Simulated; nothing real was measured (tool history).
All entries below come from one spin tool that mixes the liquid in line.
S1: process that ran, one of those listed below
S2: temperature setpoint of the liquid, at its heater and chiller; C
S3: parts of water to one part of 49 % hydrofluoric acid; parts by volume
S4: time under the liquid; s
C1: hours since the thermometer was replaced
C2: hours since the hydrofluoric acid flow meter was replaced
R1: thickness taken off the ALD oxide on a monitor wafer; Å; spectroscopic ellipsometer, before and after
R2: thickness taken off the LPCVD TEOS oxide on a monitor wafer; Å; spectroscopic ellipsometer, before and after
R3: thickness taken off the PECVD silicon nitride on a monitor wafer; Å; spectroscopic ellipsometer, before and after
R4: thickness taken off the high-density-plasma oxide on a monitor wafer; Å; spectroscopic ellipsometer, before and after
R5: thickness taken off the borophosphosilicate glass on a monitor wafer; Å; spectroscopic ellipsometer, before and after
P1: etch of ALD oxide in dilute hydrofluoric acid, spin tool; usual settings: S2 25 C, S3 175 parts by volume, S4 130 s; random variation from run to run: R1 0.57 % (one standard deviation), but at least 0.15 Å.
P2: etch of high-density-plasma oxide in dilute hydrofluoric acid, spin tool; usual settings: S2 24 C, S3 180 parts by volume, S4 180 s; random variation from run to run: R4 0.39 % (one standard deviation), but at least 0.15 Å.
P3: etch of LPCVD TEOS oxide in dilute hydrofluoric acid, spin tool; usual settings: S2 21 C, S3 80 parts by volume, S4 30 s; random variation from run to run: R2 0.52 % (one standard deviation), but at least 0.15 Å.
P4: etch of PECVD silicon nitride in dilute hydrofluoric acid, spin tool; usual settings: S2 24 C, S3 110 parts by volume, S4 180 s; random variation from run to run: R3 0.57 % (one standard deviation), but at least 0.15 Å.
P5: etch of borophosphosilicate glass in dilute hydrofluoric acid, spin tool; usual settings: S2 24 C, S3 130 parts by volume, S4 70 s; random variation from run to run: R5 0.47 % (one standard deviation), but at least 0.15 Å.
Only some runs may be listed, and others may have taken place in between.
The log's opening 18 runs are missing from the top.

run	hour	S1	S2	S3	S4	C1	C2	R1	R2	R3	R4	R5
19	90.7	P1	20.5	175	130	46.9	28.3	139.22				
20	94.6	P1	25	175	130	50.8	32.2	166.98				
21	101.3	P3	21	80	30	57.5	38.9		192.03			
22	107.1	P4	24	110	315	63.3	44.7			109.6		
23	112	P1	25	175	20	68.2	49.6	25.521				
24	116.2	P1	25	95	130	72.4	53.8	336.17				
25	121.6	P2	17.5	180	180	77.8	59.2				39.701	
26	128.3	P1	25	175	130	84.5	65.9	168.13				
27	133.4	P2	24	180	35	89.6	71				9.8738	
28	139.5	P1	25	175	130	95.7	77.1	165.37				

Run 29 comes next. What will it give?
29	143.8	P2	24	180	180	100	81.4				?	

Run 29 measured R4 50.397 Å.
